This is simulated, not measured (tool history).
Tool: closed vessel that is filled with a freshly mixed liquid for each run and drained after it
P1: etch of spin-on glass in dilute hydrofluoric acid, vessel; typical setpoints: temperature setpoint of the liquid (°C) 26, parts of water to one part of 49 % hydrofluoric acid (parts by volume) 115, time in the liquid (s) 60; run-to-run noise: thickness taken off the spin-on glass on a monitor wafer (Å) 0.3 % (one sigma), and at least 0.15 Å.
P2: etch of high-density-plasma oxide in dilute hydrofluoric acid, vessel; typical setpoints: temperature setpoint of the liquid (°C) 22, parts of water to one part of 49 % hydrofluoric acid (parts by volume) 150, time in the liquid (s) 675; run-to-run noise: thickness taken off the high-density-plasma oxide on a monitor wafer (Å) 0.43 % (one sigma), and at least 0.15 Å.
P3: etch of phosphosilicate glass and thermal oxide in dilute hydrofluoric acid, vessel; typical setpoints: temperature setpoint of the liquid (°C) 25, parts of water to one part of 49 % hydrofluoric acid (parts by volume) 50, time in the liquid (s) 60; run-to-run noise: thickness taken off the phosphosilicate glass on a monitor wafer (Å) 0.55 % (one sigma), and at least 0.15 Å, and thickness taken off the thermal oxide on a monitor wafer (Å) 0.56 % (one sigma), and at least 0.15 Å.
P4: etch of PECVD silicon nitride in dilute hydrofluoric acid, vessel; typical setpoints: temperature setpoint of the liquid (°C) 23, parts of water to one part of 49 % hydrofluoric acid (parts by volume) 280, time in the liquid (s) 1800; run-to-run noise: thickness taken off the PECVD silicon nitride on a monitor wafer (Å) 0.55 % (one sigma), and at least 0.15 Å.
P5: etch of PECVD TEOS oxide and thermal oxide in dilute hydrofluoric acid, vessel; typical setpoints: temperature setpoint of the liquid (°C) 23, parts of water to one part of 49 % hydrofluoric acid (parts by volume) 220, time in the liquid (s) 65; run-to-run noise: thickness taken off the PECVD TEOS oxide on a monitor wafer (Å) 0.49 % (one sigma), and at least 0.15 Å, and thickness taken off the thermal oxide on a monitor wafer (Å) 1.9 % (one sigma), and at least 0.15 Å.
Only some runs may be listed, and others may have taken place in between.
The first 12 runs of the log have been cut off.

run,day,process that ran,temperature setpoint of the liquid (°C),parts of water to one part of 49 % hydrofluoric acid (parts by volume),time in the liquid (s),hours since the thermometer was replaced,hours since the hydrofluoric acid flow meter was replaced,thickness taken off the spin-on glass on a monitor wafer (Å),thickness taken off the high-density-plasma oxide on a monitor wafer (Å),thickness taken off the phosphosilicate glass on a monitor wafer (Å),thickness taken off the thermal oxide on a monitor wafer (Å),thickness taken off the PECVD silicon nitride on a monitor wafer (Å),thickness taken off the PECVD TEOS oxide on a monitor wafer (Å)
13,3.854,P4,23,165,1800,309.5,1270.5,,,,,277.61,
14,4.271,P3,25,20,60,319.5,1280.5,,,4222.2,169.17,,
15,4.617,P3,25,50,90,327.8,1288.8,,,2396.8,98.143,,
16,4.883,P1,33.5,115,30,334.2,1295.2,201.47,,,,,
17,5.217,P4,23,280,1800,342.2,1303.2,,,,,165.22,
18,5.512,P1,26,115,85,349.3,1310.3,429.33,,,,,
19,5.875,P4,23,280,1800,358,1319,,,,,165.79,
20,6.229,P4,29,280,1800,366.5,1327.5,,,,,236.81,
21,6.538,P1,26,115,60,373.9,1334.9,304.09,,,,,
22,6.758,P5,23,220,65,379.2,1340.2,,,,11.891,,45.259
23,7.083,P3,18,50,60,387,1348,,,1193.4,48.43,,
24,7.292,P5,17,220,65,392,1353,,,,9.1614,,36.232
25,7.662,P5,23,220,65,400.9,1361.9,,,,11.387,,45.472
26,8.067,P1,29.5,115,60,410.6,1371.6,347.64,,,,,
27,8.396,P5,23,330,65,418.5,1379.5,,,,7.1166,,27.628
28,8.8,P1,17.5,115,60,428.2,1389.2,214.63,,,,,
29,9.012,P4,23,280,2970,433.3,1394.3,,,,,272.12,
30,9.233,P5,23,220,120,438.6,1399.6,,,,21.99,,84.002
31,9.521,P2,29,150,675,445.5,1406.5,,262.75,,,,

Expected results for the next run?
32,9.754,P1,26,115,60,451.1,1412.1,?,,,,,

thickness taken off the spin-on glass on a monitor wafer (Å): 303.48

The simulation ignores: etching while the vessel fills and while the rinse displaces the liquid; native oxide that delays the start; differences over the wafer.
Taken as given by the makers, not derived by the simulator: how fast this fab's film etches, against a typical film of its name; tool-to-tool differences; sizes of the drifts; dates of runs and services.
